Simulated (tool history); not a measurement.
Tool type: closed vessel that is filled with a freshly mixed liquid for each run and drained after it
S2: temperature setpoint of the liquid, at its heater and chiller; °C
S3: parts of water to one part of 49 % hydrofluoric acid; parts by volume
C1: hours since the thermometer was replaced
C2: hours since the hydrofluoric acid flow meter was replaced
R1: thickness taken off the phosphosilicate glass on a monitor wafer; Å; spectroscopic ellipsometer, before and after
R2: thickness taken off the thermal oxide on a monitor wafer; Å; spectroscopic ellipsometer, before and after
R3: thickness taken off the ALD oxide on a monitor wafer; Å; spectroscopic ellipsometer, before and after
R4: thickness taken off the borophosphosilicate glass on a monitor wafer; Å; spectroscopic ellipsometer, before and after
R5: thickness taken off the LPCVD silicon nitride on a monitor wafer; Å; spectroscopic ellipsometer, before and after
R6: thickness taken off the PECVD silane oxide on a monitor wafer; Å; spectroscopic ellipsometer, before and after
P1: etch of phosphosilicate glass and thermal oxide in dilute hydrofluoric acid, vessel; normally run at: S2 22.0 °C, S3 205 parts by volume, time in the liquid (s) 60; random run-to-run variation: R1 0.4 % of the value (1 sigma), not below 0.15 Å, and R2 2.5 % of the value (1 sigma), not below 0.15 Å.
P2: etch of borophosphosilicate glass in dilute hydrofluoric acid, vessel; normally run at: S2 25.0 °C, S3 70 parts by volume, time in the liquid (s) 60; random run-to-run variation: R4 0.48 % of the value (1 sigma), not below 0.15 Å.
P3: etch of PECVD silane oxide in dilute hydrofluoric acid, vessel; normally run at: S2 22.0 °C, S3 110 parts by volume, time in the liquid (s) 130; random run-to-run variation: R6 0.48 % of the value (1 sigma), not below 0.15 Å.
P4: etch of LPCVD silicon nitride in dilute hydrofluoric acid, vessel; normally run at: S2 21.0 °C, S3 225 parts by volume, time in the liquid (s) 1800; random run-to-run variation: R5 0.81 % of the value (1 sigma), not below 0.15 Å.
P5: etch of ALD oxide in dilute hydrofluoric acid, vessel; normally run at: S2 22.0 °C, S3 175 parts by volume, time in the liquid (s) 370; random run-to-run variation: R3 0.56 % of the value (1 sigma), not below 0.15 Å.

run 1 hour=9.9 | process_that_ran=P1 S2=22.0 S3=205 time_in_the_liquid_(s)=60 | C1=582.9 C2=334.3 | R1=461.82 R2=11.1230
run 2 hour=18.6 | process_that_ran=P1 S2=22.0 S3=205 time_in_the_liquid_(s)=30 | C1=591.6 C2=343.0 | R1=232.41 R2=5.9116
run 3 hour=24.1 | process_that_ran=P5 S2=22.0 S3=175 time_in_the_liquid_(s)=715 | C1=597.1 C2=348.5 | R3=375.32
run 4 hour=30.7 | process_that_ran=P2 S2=25.0 S3=70 time_in_the_liquid_(s)=100 | C1=603.7 C2=355.1 | R4=560.19
run 5 hour=39.5 | process_that_ran=P1 S2=22.0 S3=125 time_in_the_liquid_(s)=60 | C1=612.5 C2=363.9 | R1=829.57 R2=19.9560
run 6 hour=46.5 | process_that_ran=P1 S2=22.0 S3=205 time_in_the_liquid_(s)=60 | C1=619.5 C2=370.9 | R1=464.28 R2=10.9040
run 7 hour=55.8 | process_that_ran=P4 S2=21.0 S3=225 time_in_the_liquid_(s)=3270 | C1=628.8 C2=380.2 | R5=61.151
run 8 hour=61.5 | process_that_ran=P4 S2=21.0 S3=225 time_in_the_liquid_(s)=1800 | C1=634.5 C2=385.9 | R5=34.222
run 9 hour=67.7 | process_that_ran=P5 S2=22.0 S3=260 time_in_the_liquid_(s)=370 | C1=640.7 C2=392.1 | R3=118.79
run 10 hour=72.7 | process_that_ran=P1 S2=22.0 S3=205 time_in_the_liquid_(s)=60 | C1=645.7 C2=397.1 | R1=462.29 R2=10.8500
run 11 hour=80.4 | process_that_ran=P5 S2=29.5 S3=175 time_in_the_liquid_(s)=370 | C1=653.4 C2=404.8 | R3=256.60
run 12 hour=86.5 | process_that_ran=P2 S2=32.5 S3=70 time_in_the_liquid_(s)=60 | C1=659.5 C2=410.9 | R4=449.80
run 13 hour=93.9 | process_that_ran=P1 S2=22.0 S3=205 time_in_the_liquid_(s)=60 | C1=666.9 C2=418.3 | R1=463.83 R2=11.1260
run 14 hour=103.4 | process_that_ran=P2 S2=25.0 S3=120 time_in_the_liquid_(s)=60 | C1=676.4 C2=427.8 | R4=184.71
run 15 hour=112.2 | process_that_ran=P3 S2=22.0 S3=110 time_in_the_liquid_(s)=130 | C1=685.2 C2=436.6 | R6=448.79
run 16 hour=119.3 | process_that_ran=P1 S2=22.0 S3=205 time_in_the_liquid_(s)=60 | C1=692.3 C2=443.7 | R1=464.90 R2=10.8930
run 17 hour=128.7 | process_that_ran=P3 S2=22.0 S3=110 time_in_the_liquid_(s)=130 | C1=701.7 C2=453.1 | R6=449.54
run 18 hour=137.2 | process_that_ran=P4 S2=21.0 S3=225 time_in_the_liquid_(s)=1800 | C1=710.2 C2=461.6 | R5=33.559
run 19 hour=146.3 | process_that_ran=P1 S2=22.0 S3=360 time_in_the_liquid_(s)=95 | C1=719.3 C2=470.7 | R1=362.59 R2=8.4535
run 20 hour=152.8 | process_that_ran=P4 S2=27.5 S3=225 time_in_the_liquid_(s)=1800 | C1=725.8 C2=477.2 | R5=50.573
run 21 hour=160.3 | process_that_ran=P3 S2=30.0 S3=110 time_in_the_liquid_(s)=130 | C1=733.3 C2=484.7 | R6=608.68
run 22 hour=166.9 | process_that_ran=P1 S2=17.0 S3=205 time_in_the_liquid_(s)=60 | C1=739.9 C2=491.3 | R1=382.73 R2=8.5940
run 23 hour=174.6 | process_that_ran=P1 S2=22.0 S3=205 time_in_the_liquid_(s)=60 | C1=747.6 C2=499.0 | R1=464.55 R2=10.6490
run 24 hour=183.4 | process_that_ran=P1 S2=22.0 S3=275 time_in_the_liquid_(s)=60 | C1=756.4 C2=507.8 | R1=324.17 R2=7.6372
run 25 hour=188.6 | process_that_ran=P1 S2=17.5 S3=90 time_in_the_liquid_(s)=60 | C1=761.6 C2=513.0 | R1=997.89 R2=23.6250
run 26 hour=193.8 | process_that_ran=P2 S2=25.0 S3=70 time_in_the_liquid_(s)=60 | C1=766.8 C2=518.2 | R4=336.69
run 27 hour=203.9 | process_that_ran=P1 S2=27.5 S3=205 time_in_the_liquid_(s)=60 | C1=776.9 C2=528.3 | R1=570.02 R2=13.1870
run 28 hour=211.2 | process_that_ran=P5 S2=22.0 S3=175 time_in_the_liquid_(s)=370 | C1=784.2 C2=535.6 | R3=194.32
run 29 hour=216.0 | process_that_ran=P1 S2=22.0 S3=80 time_in_the_liquid_(s)=110 | C1=789.0 C2=540.4 | R1=2507.20 R2=60.6130
run 30 hour=223.5 | process_that_ran=P1 S2=22.0 S3=205 time_in_the_liquid_(s)=60 | C1=796.5 C2=547.9 | R1=467.13 R2=11.2830
run 31 hour=230.8 | process_that_ran=P1 S2=22.0 S3=205 time_in_the_liquid_(s)=105 | C1=803.8 C2=555.2 | R1=814.17 R2=19.7350
run 32 hour=237.9 | process_that_ran=P4 S2=21.0 S3=390 time_in_the_liquid_(s)=1800 | C1=810.9 C2=562.3 | R5=19.764
run 33 hour=247.5 | process_that_ran=P3 S2=22.0 S3=35 time_in_the_liquid_(s)=130 | C1=820.5 C2=571.9 | R6=1554.70
run 34 hour=254.4 | process_that_ran=P3 S2=22.0 S3=110 time_in_the_liquid_(s)=235 | C1=827.4 C2=578.8 | R6=800.00
run 35 hour=260.4 | process_that_ran=P1 S2=22.0 S3=205 time_in_the_liquid_(s)=60 | C1=833.4 C2=584.8 | R1=463.62 R2=11.0430
run 36 hour=268.3 | process_that_ran=P1 S2=22.0 S3=205 time_in_the_liquid_(s)=60 | C1=841.3 C2=592.7 | R1=450.78 R2=10.5650
run 37 hour=276.0 | process_that_ran=P1 S2=22.0 S3=205 time_in_the_liquid_(s)=60 | C1=849.0 C2=600.4 | R1=438.54 R2=10.0820
run 38 hour=285.9 | process_that_ran=P1 S2=22.0 S3=205 time_in_the_liquid_(s)=60 | C1=858.9 C2=610.3 | R1=435.43 R2=10.5570
run 39 hour=291.7 | process_that_ran=P1 S2=22.0 S3=205 time_in_the_liquid_(s)=60 | C1=864.7 C2=616.1 | R1=430.33 R2=10.7550
run 40 hour=298.6 | process_that_ran=P1 S2=22.0 S3=205 time_in_the_liquid_(s)=60 | C1=871.6 C2=623.0 | R1=428.46 R2=9.9308
run 41 hour=306.5 | process_that_ran=P1 S2=22.0 S3=205 time_in_the_liquid_(s)=60 | C1=879.5 C2=630.9 | R1=427.07 R2=10.0730
run 42 hour=315.8 | process_that_ran=P1 S2=22.0 S3=205 time_in_the_liquid_(s)=60 | C1=888.8 C2=640.2 | R1=425.20 R2=9.6754
run 43 hour=321.4 | process_that_ran=P1 S2=22.0 S3=205 time_in_the_liquid_(s)=60 | C1=894.4 C2=645.8 | R1=428.91 R2=10.5110
run 44 hour=325.8 | process_that_ran=P1 S2=22.0 S3=205 time_in_the_liquid_(s)=60 | C1=898.8 C2=650.2 | R1=427.04 R2=9.9089

Compared with where it was, what P1 gives has crept away. Each cause listed below fits the log as well as the rest, at the size given for it:
A: liquid colder than its thermometer reads (K) = 2.29
B: hydrofluoric acid flow below the setpoint (%) = 6.92
The creep began at about hour 260.4.

The check runs listed below each take one wafer, and their results are still question marks. Under which run would the listed causes lead to clearly different results?
run check 1 hour=330.2 | process_that_ran=P2 S2=29.0 S3=90 time_in_the_liquid_(s)=60 | R4=?
run check 2 hour=330.2 | process_that_ran=P4 S2=21.0 S3=335 time_in_the_liquid_(s)=2565 | R5=?
run check 3 hour=330.2 | process_that_ran=P5 S2=22.0 S3=250 time_in_the_liquid_(s)=705 | R3=?
run check 4 hour=330.2 | process_that_ran=P3 S2=30.0 S3=110 time_in_the_liquid_(s)=185 | R6=?

Check results expected under each cause:
check=check_1 result=R4 if_A=272.51 if_B=274.49
check=check_2 result=R5 if_A=28.331 if_B=30.522
check=check_3 result=R3 if_A=219.49 if_B=218.47
check=check_4 result=R6 if_A=796.64 if_B=799.04
How far apart the two closest causes lie, in the result that separates them most: check 1 0.73 %; check 2 7.45 %; check 3 0.46 %; check 4 0.3 %
Only in check 2 would the causes give clearly different results; in the remaining checks their results would be nearly the same.

The results of check 2 are: R5 30.870 Å. Based on these, which of the listed causes is it?

B is the cause: hydrofluoric acid flow below the setpoint (%).
